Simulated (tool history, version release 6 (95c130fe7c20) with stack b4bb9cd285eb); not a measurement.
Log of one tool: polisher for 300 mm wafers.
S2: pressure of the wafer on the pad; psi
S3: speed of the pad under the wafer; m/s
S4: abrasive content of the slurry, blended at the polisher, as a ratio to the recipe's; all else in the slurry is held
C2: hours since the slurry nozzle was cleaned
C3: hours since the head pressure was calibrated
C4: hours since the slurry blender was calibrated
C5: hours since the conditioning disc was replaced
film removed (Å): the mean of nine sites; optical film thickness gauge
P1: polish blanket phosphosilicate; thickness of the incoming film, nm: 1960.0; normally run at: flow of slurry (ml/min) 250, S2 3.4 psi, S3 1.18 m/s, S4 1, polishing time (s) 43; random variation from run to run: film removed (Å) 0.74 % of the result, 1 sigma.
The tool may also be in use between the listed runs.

run 1 day=0.221 | flow_of_slurry_(ml/min)=250 S2=3.4 S3=1.18 S4=1 polishing_time_(s)=43 | wafers_polished_on_this_pad=759 C2=447.9 C3=291.8 C4=95.5 C5=75.3 | film_removed_(Å)=4431.2
run 2 day=0.438 | flow_of_slurry_(ml/min)=370 S2=3.4 S3=1.18 S4=1 polishing_time_(s)=43 | wafers_polished_on_this_pad=854 C2=453.1 C3=297 C4=100.7 C5=80.5 | film_removed_(Å)=4567.4
run 3 day=0.588 | flow_of_slurry_(ml/min)=250 S2=3.4 S3=1.18 S4=1.4 polishing_time_(s)=43 | wafers_polished_on_this_pad=920 C2=456.7 C3=300.6 C4=104.3 C5=84.1 | film_removed_(Å)=5030.1
run 4 day=0.796 | flow_of_slurry_(ml/min)=250 S2=3.4 S3=1.78 S4=1 polishing_time_(s)=43 | wafers_polished_on_this_pad=1011 C2=461.7 C3=305.6 C4=109.3 C5=89.1 | film_removed_(Å)=6188.3
run 5 day=0.896 | flow_of_slurry_(ml/min)=250 S2=5.3 S3=1.18 S4=1 polishing_time_(s)=43 | wafers_polished_on_this_pad=1054 C2=464.1 C3=308 C4=111.7 C5=91.5 | film_removed_(Å)=6961.6
run 6 day=1.117 | flow_of_slurry_(ml/min)=250 S2=3.4 S3=1.18 S4=1 polishing_time_(s)=27 | wafers_polished_on_this_pad=1151 C2=469.4 C3=313.3 C4=117 C5=96.8 | film_removed_(Å)=2762.8
run 7 day=1.233 | flow_of_slurry_(ml/min)=250 S2=3.4 S3=0.54 S4=1 polishing_time_(s)=43 | wafers_polished_on_this_pad=1202 C2=472.2 C3=316.1 C4=119.8 C5=99.6 | film_removed_(Å)=2376
run 8 day=1.408 | flow_of_slurry_(ml/min)=250 S2=2 S3=1.18 S4=1 polishing_time_(s)=43 | wafers_polished_on_this_pad=1278 C2=476.4 C3=320.3 C4=124 C5=103.8 | film_removed_(Å)=2608.5
run 9 day=1.625 | flow_of_slurry_(ml/min)=250 S2=3.4 S3=1.18 S4=1 polishing_time_(s)=43 | wafers_polished_on_this_pad=1373 C2=481.6 C3=325.5 C4=129.2 C5=109 | film_removed_(Å)=4449.6
run 10 day=1.846 | flow_of_slurry_(ml/min)=250 S2=3.4 S3=1.18 S4=1 polishing_time_(s)=68 | wafers_polished_on_this_pad=1470 C2=486.9 C3=330.8 C4=134.5 C5=114.3 | film_removed_(Å)=7070.8
run 11 day=1.975 | flow_of_slurry_(ml/min)=185 S2=3.4 S3=1.18 S4=1 polishing_time_(s)=27 | wafers_polished_on_this_pad=1526 C2=490 C3=333.9 C4=137.6 C5=117.4 | film_removed_(Å)=2666.9
run 12 day=2.146 | flow_of_slurry_(ml/min)=150 S2=3.4 S3=1.18 S4=1 polishing_time_(s)=43 | wafers_polished_on_this_pad=1601 C2=494.1 C3=338 C4=141.7 C5=121.5 | film_removed_(Å)=4151.1
run 13 day=2.3 | flow_of_slurry_(ml/min)=250 S2=3.4 S3=1.18 S4=1 polishing_time_(s)=43 | wafers_polished_on_this_pad=1668 C2=497.8 C3=341.7 C4=145.4 C5=125.2 | film_removed_(Å)=4404
run 14 day=2.488 | flow_of_slurry_(ml/min)=250 S2=3.4 S3=1.18 S4=1 polishing_time_(s)=43 | wafers_polished_on_this_pad=1750 C2=502.3 C3=346.2 C4=149.9 C5=129.7 | film_removed_(Å)=4479.4
-- day=2.65 slurry blender recalibrated
run 15 day=2.662 | flow_of_slurry_(ml/min)=250 S2=3.4 S3=1.18 S4=1.25 polishing_time_(s)=66 | wafers_polished_on_this_pad=1827 C2=506.5 C3=350.4 C4=0.4 C5=133.9 | film_removed_(Å)=7468.1
run 16 day=2.838 | flow_of_slurry_(ml/min)=150 S2=3.4 S3=1.18 S4=1.4 polishing_time_(s)=43 | wafers_polished_on_this_pad=1903 C2=510.7 C3=354.6 C4=4.6 C5=138.1 | film_removed_(Å)=4760.3
-- day=2.892 head pressure recalibrated
run 17 day=3.004 | flow_of_slurry_(ml/min)=250 S2=3.4 S3=1.18 S4=0.5 polishing_time_(s)=43 | wafers_polished_on_this_pad=1976 C2=514.7 C3=2.8 C4=8.6 C5=142.1 | film_removed_(Å)=3084.8
run 18 day=3.221 | flow_of_slurry_(ml/min)=250 S2=3.4 S3=1.18 S4=1 polishing_time_(s)=43 | wafers_polished_on_this_pad=2071 C2=519.9 C3=8 C4=13.8 C5=147.3 | film_removed_(Å)=4440.6
run 19 day=3.421 | flow_of_slurry_(ml/min)=250 S2=3.4 S3=1.18 S4=1 polishing_time_(s)=43 | wafers_polished_on_this_pad=2158 C2=524.7 C3=12.8 C4=18.6 C5=152.1 | film_removed_(Å)=4254.6
run 20 day=3.558 | flow_of_slurry_(ml/min)=250 S2=3.4 S3=1.18 S4=1 polishing_time_(s)=43 | wafers_polished_on_this_pad=2219 C2=528 C3=16.1 C4=21.9 C5=155.4 | film_removed_(Å)=4140.7
run 21 day=3.671 | flow_of_slurry_(ml/min)=250 S2=3.4 S3=1.18 S4=1 polishing_time_(s)=43 | wafers_polished_on_this_pad=2268 C2=530.7 C3=18.8 C4=24.6 C5=158.1 | film_removed_(Å)=4074.3
run 22 day=3.862 | flow_of_slurry_(ml/min)=250 S2=3.4 S3=1.18 S4=1 polishing_time_(s)=43 | wafers_polished_on_this_pad=2352 C2=535.3 C3=23.4 C4=29.2 C5=162.7 | film_removed_(Å)=4035.5
-- day=4.025 conditioning disc replaced and pad reconditioned
run 23 day=4.075 | flow_of_slurry_(ml/min)=250 S2=3.4 S3=1.18 S4=1 polishing_time_(s)=43 | wafers_polished_on_this_pad=2444 C2=540.4 C3=28.5 C4=34.3 C5=1.2 | film_removed_(Å)=4049
-- day=4.088 worn pad replaced by a new one
-- day=4.175 slurry nozzle cleaned
run 24 day=4.196 | flow_of_slurry_(ml/min)=250 S2=3.4 S3=1.18 S4=1 polishing_time_(s)=43 | wafers_polished_on_this_pad=48 C2=0.6 C3=31.4 C4=37.2 C5=4.1 | film_removed_(Å)=4029.4
run 25 day=4.304 | flow_of_slurry_(ml/min)=250 S2=3.4 S3=1.18 S4=1 polishing_time_(s)=43 | wafers_polished_on_this_pad=95 C2=3.2 C3=34 C4=39.8 C5=6.7 | film_removed_(Å)=4027.7
run 26 day=4.508 | flow_of_slurry_(ml/min)=250 S2=3.4 S3=1.18 S4=1 polishing_time_(s)=43 | wafers_polished_on_this_pad=185 C2=8.1 C3=38.9 C4=44.7 C5=11.6 | film_removed_(Å)=3965.7

What P1 gives has crept away from where it was. These 2 causes fit the log equally well, each at the size given:
A: head's pressure below its setpoint, % = 9.91
B: abrasive missing from the slurry, % = 19.5
The creep began at about day 3.221.
Why every other cause is out:
removal rate lost through wear of the pad, %: serviced at day 4.088, which brought nothing back
slurry flow missing at the pad, %: serviced at day 4.175, which brought nothing back
time polished since the conditioner stopped cutting, s: serviced at day 4.025, which brought nothing back

4 check runs are offered, each on 5 wafers whose results are averaged, their results left as question marks. Which one tells the causes apart?
run check 1 day=4.712 | flow_of_slurry_(ml/min)=250 S2=5 S3=1.18 S4=1 polishing_time_(s)=64 | film_removed_(Å)=?
run check 2 day=4.712 | flow_of_slurry_(ml/min)=315 S2=3.4 S3=1.48 S4=1 polishing_time_(s)=43 | film_removed_(Å)=?
run check 3 day=4.712 | flow_of_slurry_(ml/min)=250 S2=3.4 S3=1.18 S4=1 polishing_time_(s)=62 | film_removed_(Å)=?
run check 4 day=4.712 | flow_of_slurry_(ml/min)=250 S2=3.4 S3=0.62 S4=0.6 polishing_time_(s)=43 | film_removed_(Å)=?

What each check would give under each cause:
check=check_1 result=film_removed_(Å) if_A=8762.1 if_B=8761.3
check=check_2 result=film_removed_(Å) if_A=4906.6 if_B=4906.1
check=check_3 result=film_removed_(Å) if_A=5772 if_B=5771.5
check=check_4 result=film_removed_(Å) if_A=1835.9 if_B=1786.3
How far apart the two closest causes lie, in the result that separates them most: check 1 0.01 %; check 2 0.01 %; check 3 0.01 %; check 4 2.74 %
Check 4 tells the causes apart: in the others they would give nearly the same result.

Then check 4 was run and gave: film removed (Å) 1841.1. Which cause is it?

It is A: head's pressure below its setpoint, %.
